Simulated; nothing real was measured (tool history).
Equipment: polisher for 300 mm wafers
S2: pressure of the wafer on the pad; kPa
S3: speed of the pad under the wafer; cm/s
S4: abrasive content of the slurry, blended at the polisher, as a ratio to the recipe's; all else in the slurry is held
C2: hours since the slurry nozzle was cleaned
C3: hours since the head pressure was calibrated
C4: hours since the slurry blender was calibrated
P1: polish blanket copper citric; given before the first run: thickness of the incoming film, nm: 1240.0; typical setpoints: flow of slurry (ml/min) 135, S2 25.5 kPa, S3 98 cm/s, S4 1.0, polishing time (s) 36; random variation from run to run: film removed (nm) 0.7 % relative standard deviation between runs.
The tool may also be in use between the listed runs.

run 1 hour=10.1 | flow_of_slurry_(ml/min)=135 S2=25.5 S3=98 S4=1.0 polishing_time_(s)=36 | wafers_polished_on_this_pad=437 C2=307.0 C3=410.2 C4=82.2 | film_removed_(nm)=91.446
run 2 hour=20.1 | flow_of_slurry_(ml/min)=135 S2=25.5 S3=52 S4=1.0 polishing_time_(s)=36 | wafers_polished_on_this_pad=531 C2=317.0 C3=420.2 C4=92.2 | film_removed_(nm)=49.114
run 3 hour=32.6 | flow_of_slurry_(ml/min)=135 S2=36.5 S3=98 S4=1.0 polishing_time_(s)=36 | wafers_polished_on_this_pad=649 C2=329.5 C3=432.7 C4=104.7 | film_removed_(nm)=131.540
run 4 hour=41.4 | flow_of_slurry_(ml/min)=170 S2=25.5 S3=74 S4=1.0 polishing_time_(s)=36 | wafers_polished_on_this_pad=732 C2=338.3 C3=441.5 C4=113.5 | film_removed_(nm)=71.469
run 5 hour=54.6 | flow_of_slurry_(ml/min)=135 S2=25.5 S3=98 S4=1.0 polishing_time_(s)=36 | wafers_polished_on_this_pad=856 C2=351.5 C3=454.7 C4=126.7 | film_removed_(nm)=90.609
run 6 hour=67.9 | flow_of_slurry_(ml/min)=135 S2=25.5 S3=132 S4=1.0 polishing_time_(s)=36 | wafers_polished_on_this_pad=981 C2=364.8 C3=468.0 C4=140.0 | film_removed_(nm)=121.480
run 7 hour=80.2 | flow_of_slurry_(ml/min)=135 S2=11.7 S3=98 S4=1.0 polishing_time_(s)=36 | wafers_polished_on_this_pad=1096 C2=377.1 C3=480.3 C4=152.3 | film_removed_(nm)=42.497
run 8 hour=92.6 | flow_of_slurry_(ml/min)=135 S2=25.5 S3=98 S4=1.0 polishing_time_(s)=36 | wafers_polished_on_this_pad=1213 C2=389.5 C3=492.7 C4=164.7 | film_removed_(nm)=90.750
run 9 hour=106.5 | flow_of_slurry_(ml/min)=135 S2=25.5 S3=142 S4=1.4 polishing_time_(s)=36 | wafers_polished_on_this_pad=1344 C2=403.4 C3=506.6 C4=178.6 | film_removed_(nm)=140.000
run 10 hour=120.5 | flow_of_slurry_(ml/min)=135 S2=25.5 S3=98 S4=1.0 polishing_time_(s)=16 | wafers_polished_on_this_pad=1475 C2=417.4 C3=520.6 C4=192.6 | film_removed_(nm)=40.101
run 11 hour=131.2 | flow_of_slurry_(ml/min)=135 S2=25.5 S3=98 S4=1.0 polishing_time_(s)=36 | wafers_polished_on_this_pad=1576 C2=428.1 C3=531.3 C4=203.3 | film_removed_(nm)=91.235
run 12 hour=142.3 | flow_of_slurry_(ml/min)=95 S2=25.5 S3=98 S4=1.0 polishing_time_(s)=36 | wafers_polished_on_this_pad=1680 C2=439.2 C3=542.4 C4=214.4 | film_removed_(nm)=83.247
run 13 hour=150.6 | flow_of_slurry_(ml/min)=135 S2=25.5 S3=98 S4=1.0 polishing_time_(s)=56 | wafers_polished_on_this_pad=1758 C2=447.5 C3=550.7 C4=222.7 | film_removed_(nm)=140.550
run 14 hour=159.4 | flow_of_slurry_(ml/min)=195 S2=17.9 S3=98 S4=1.0 polishing_time_(s)=36 | wafers_polished_on_this_pad=1841 C2=456.3 C3=559.5 C4=231.5 | film_removed_(nm)=68.768
-- hour=164.6 head pressure recalibrated
run 15 hour=166.7 | flow_of_slurry_(ml/min)=135 S2=25.5 S3=98 S4=0.5 polishing_time_(s)=36 | wafers_polished_on_this_pad=1909 C2=463.6 C3=2.2 C4=238.8 | film_removed_(nm)=79.274
run 16 hour=174.1 | flow_of_slurry_(ml/min)=200 S2=25.5 S3=98 S4=1.0 polishing_time_(s)=36 | wafers_polished_on_this_pad=1979 C2=471.0 C3=9.6 C4=246.2 | film_removed_(nm)=96.941
run 17 hour=181.3 | flow_of_slurry_(ml/min)=135 S2=25.5 S3=98 S4=1.5 polishing_time_(s)=36 | wafers_polished_on_this_pad=2047 C2=478.2 C3=16.8 C4=253.4 | film_removed_(nm)=98.300
run 18 hour=194.6 | flow_of_slurry_(ml/min)=135 S2=25.5 S3=98 S4=1.0 polishing_time_(s)=36 | wafers_polished_on_this_pad=2172 C2=491.5 C3=30.1 C4=266.7 | film_removed_(nm)=90.712
run 19 hour=204.0 | flow_of_slurry_(ml/min)=135 S2=25.5 S3=98 S4=1.0 polishing_time_(s)=36 | wafers_polished_on_this_pad=2260 C2=500.9 C3=39.5 C4=276.1 | film_removed_(nm)=87.127
run 20 hour=216.0 | flow_of_slurry_(ml/min)=135 S2=25.5 S3=98 S4=1.0 polishing_time_(s)=36 | wafers_polished_on_this_pad=2373 C2=512.9 C3=51.5 C4=288.1 | film_removed_(nm)=83.922
run 21 hour=225.9 | flow_of_slurry_(ml/min)=135 S2=25.5 S3=98 S4=1.0 polishing_time_(s)=36 | wafers_polished_on_this_pad=2466 C2=522.8 C3=61.4 C4=298.0 | film_removed_(nm)=83.074
-- hour=230.0 slurry blender recalibrated
run 22 hour=236.9 | flow_of_slurry_(ml/min)=135 S2=25.5 S3=98 S4=1.0 polishing_time_(s)=36 | wafers_polished_on_this_pad=2569 C2=533.8 C3=72.4 C4=6.9 | film_removed_(nm)=82.320
-- hour=237.1 worn pad replaced by a new one
run 23 hour=249.3 | flow_of_slurry_(ml/min)=135 S2=25.5 S3=98 S4=1.0 polishing_time_(s)=36 | wafers_polished_on_this_pad=115 C2=546.2 C3=84.8 C4=19.3 | film_removed_(nm)=80.910
run 24 hour=257.1 | flow_of_slurry_(ml/min)=135 S2=25.5 S3=98 S4=1.0 polishing_time_(s)=36 | wafers_polished_on_this_pad=188 C2=554.0 C3=92.6 C4=27.1 | film_removed_(nm)=81.611
run 25 hour=264.8 | flow_of_slurry_(ml/min)=135 S2=25.5 S3=98 S4=1.0 polishing_time_(s)=36 | wafers_polished_on_this_pad=260 C2=561.7 C3=100.3 C4=34.8 | film_removed_(nm)=80.781
run 26 hour=277.2 | flow_of_slurry_(ml/min)=135 S2=25.5 S3=98 S4=1.0 polishing_time_(s)=36 | wafers_polished_on_this_pad=377 C2=574.1 C3=112.7 C4=47.2 | film_removed_(nm)=80.740
run 27 hour=286.6 | flow_of_slurry_(ml/min)=135 S2=25.5 S3=98 S4=1.0 polishing_time_(s)=36 | wafers_polished_on_this_pad=465 C2=583.5 C3=122.1 C4=56.6 | film_removed_(nm)=80.292

The output of P1 has drifted from where it used to be. Each of the 2 causes below, taken at the size shown beside it, accounts for the log equally well:
A: slurry flow missing at the pad, % = 38.6
B: head's pressure below its setpoint, % = 11.4
At approximately hour 194.6, the process output began to creep.
Other possible causes, and why each is ruled out:
removal rate lost through wear of the pad, %: maintenance at hour 237.1, after the shift began, did not return the process to its former output
abrasive missing from the slurry, %: maintenance at hour 230.0, after the shift began, did not return the process to its former output

Consider the 4 check runs below, whose results appear as question marks and each of which averages 5 wafers. Which one distinguishes the causes, in that each cause would give it a clearly different result?
run check 1 hour=296.0 | flow_of_slurry_(ml/min)=175 S2=25.5 S3=98 S4=1.0 polishing_time_(s)=36 | film_removed_(nm)=?
run check 2 hour=296.0 | flow_of_slurry_(ml/min)=135 S2=16.5 S3=98 S4=1.0 polishing_time_(s)=36 | film_removed_(nm)=?
run check 3 hour=296.0 | flow_of_slurry_(ml/min)=135 S2=25.5 S3=66 S4=1.0 polishing_time_(s)=16 | film_removed_(nm)=?
run check 4 hour=296.0 | flow_of_slurry_(ml/min)=135 S2=25.5 S3=56 S4=1.0 polishing_time_(s)=36 | film_removed_(nm)=?

If the cause were each of the candidates in turn, the checks would give the following:
check=check_1 result=film_removed_(nm) if_A=86.420 if_B=84.283
check=check_2 result=film_removed_(nm) if_A=52.881 if_B=52.927
check=check_3 result=film_removed_(nm) if_A=24.375 if_B=24.392
check=check_4 result=film_removed_(nm) if_A=46.778 if_B=46.842
Minimum pairwise separation of causes per check, each pair taken at its best-separating result: check 1 2.5 %; check 2 0.09 %; check 3 0.07 %; check 4 0.14 %
Of the check runs offered, only check 1 discriminates between the causes; the rest would read about the same regardless of which cause applies.

After running check 1, the following was obtained: film removed (nm) 84.102. Which cause does this point to?

It was cause B: head's pressure below its setpoint, %.
